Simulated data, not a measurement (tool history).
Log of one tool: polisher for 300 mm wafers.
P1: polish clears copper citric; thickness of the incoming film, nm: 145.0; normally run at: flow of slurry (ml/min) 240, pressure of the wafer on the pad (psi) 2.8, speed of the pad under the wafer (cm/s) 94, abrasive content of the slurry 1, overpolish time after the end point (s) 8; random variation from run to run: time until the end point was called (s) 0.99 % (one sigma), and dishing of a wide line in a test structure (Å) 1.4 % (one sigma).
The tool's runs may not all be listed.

run	hour	flow of slurry (ml/min)	pressure of the wafer on the pad (psi)	speed of the pad under the wafer (cm/s)	abrasive content of the slurry	overpolish time after the end point (s)	wafers polished on this pad	hours since the slurry nozzle was cleaned	hours since the head pressure was calibrated	hours since the slurry blender was calibrated	time until the end point was called (s)	dishing of a wide line in a test structure (Å)
1	7.8	240	2.8	94	1	8	554	457.5	274.2	60.2	72.015	107.18
2	23.5	240	2.8	94	1	8	744	473.2	289.9	75.9	72.746	108.97
3	38.6	240	2.8	94	1	8	928	488.3	305	91	72.614	112.94
4	52.3	240	2.8	140	1	8	1094	502	318.7	104.7	49.486	154.2
5	64	240	2.8	94	1	8	1236	513.7	330.4	116.4	73.261	111.29
6	74.5	145	2.8	94	1	8	1363	524.2	340.9	126.9	76.861	105.74
7	88.8	240	2.8	94	1	2	1537	538.5	355.2	141.2	71.491	31.669
8	104.6	240	2.8	52	1	8	1728	554.3	371	157	127.36	66.462
9	114.9	240	2.8	94	1	8	1853	564.6	381.3	167.3	71.258	110.41
10	125.3	365	2.8	94	1.2	8	1980	575	391.7	177.7	67.055	119.01
11	135.7	360	2.8	94	1	8	2106	585.4	402.1	188.1	70.461	113.4
# hour 142.8: head pressure recalibrated
12	151.1	240	3.8	94	1	8	2293	600.8	8.4	203.5	53.649	139.81
13	166.8	240	2.8	94	1	16	2483	616.5	24.1	219.2	72.516	194.19
14	176.1	240	1.3	94	1	8	2596	625.8	33.4	228.5	149.73	56.797
15	185.1	240	2.8	94	1.45	8	2705	634.8	42.4	237.5	67.077	119.28
16	193.4	240	2.8	94	1	8	2806	643.1	50.7	245.8	71.178	111.94
17	205.5	240	2.8	94	0.55	8	2953	655.2	62.8	257.9	81.878	98.187
18	216.5	240	2.8	94	1	8	3086	666.2	73.8	268.9	72.52	112.15
19	232.3	240	2.8	94	1	8	3278	682	89.6	284.7	74.52	107.64
# hour 244: head pressure recalibrated
20	245.8	240	2.8	94	1	8	3442	695.5	1.9	298.2	74.883	105.13
21	254	240	2.8	94	1	8	3541	703.7	10.1	306.4	75.294	108.08
# hour 256.8: slurry blender recalibrated
22	268.9	240	2.8	94	1	8	3722	718.6	25	12.2	76.452	105.51
23	280.1	240	2.8	94	1	8	3858	729.8	36.2	23.4	77.392	107.31
24	294.2	240	2.8	94	1	8	4029	743.9	50.3	37.5	75.607	104.94

What P1 gives has crept away from where it was. These 2 causes fit the log equally well, each at the size given:
A: removal rate lost through wear of the pad, % = 5.11
B: slurry flow missing at the pad, % = 32.5
The creep began at about hour 216.5.
Why every other cause is out:
head's pressure below its setpoint, %: serviced at hour 244, which brought nothing back
abrasive missing from the slurry, %: serviced at hour 256.8, which brought nothing back

4 check runs are offered, each on 5 wafers whose results are averaged, their results left as question marks. Which one tells the causes apart?
check 1	308.3	145	2.8	94	1.35	8					?	?
check 2	308.3	240	2.8	94	1.4	15					?	?
check 3	308.3	240	2.8	94	0.55	3					?	?
check 4	308.3	240	1.3	94	1	16					?	?

What each check would give under each cause:
check	result	if A	if B
check 1	time until the end point was called (s)	76.712	79.136
check 1	dishing of a wide line in a test structure (Å)	105.09	102.3
check 2	time until the end point was called (s)	70.867	70.872
check 2	dishing of a wide line in a test structure (Å)	185.96	185.95
check 3	time until the end point was called (s)	86.297	86.303
check 3	dishing of a wide line in a test structure (Å)	38.434	38.432
check 4	time until the end point was called (s)	159.26	159.27
check 4	dishing of a wide line in a test structure (Å)	100.47	100.47
How far apart the two closest causes lie, in the result that separates them most: check 1 3.11 %; check 2 0.01 %; check 3 0.01 %; check 4 0.01 %
Only check 1 tells the causes apart: in the others they would give nearly the same result.

Then check 1 was run and gave: time until the end point was called (s) 76.02; dishing of a wide line in a test structure (Å) 104.99. Which cause is it?

It is A: removal rate lost through wear of the pad, %.
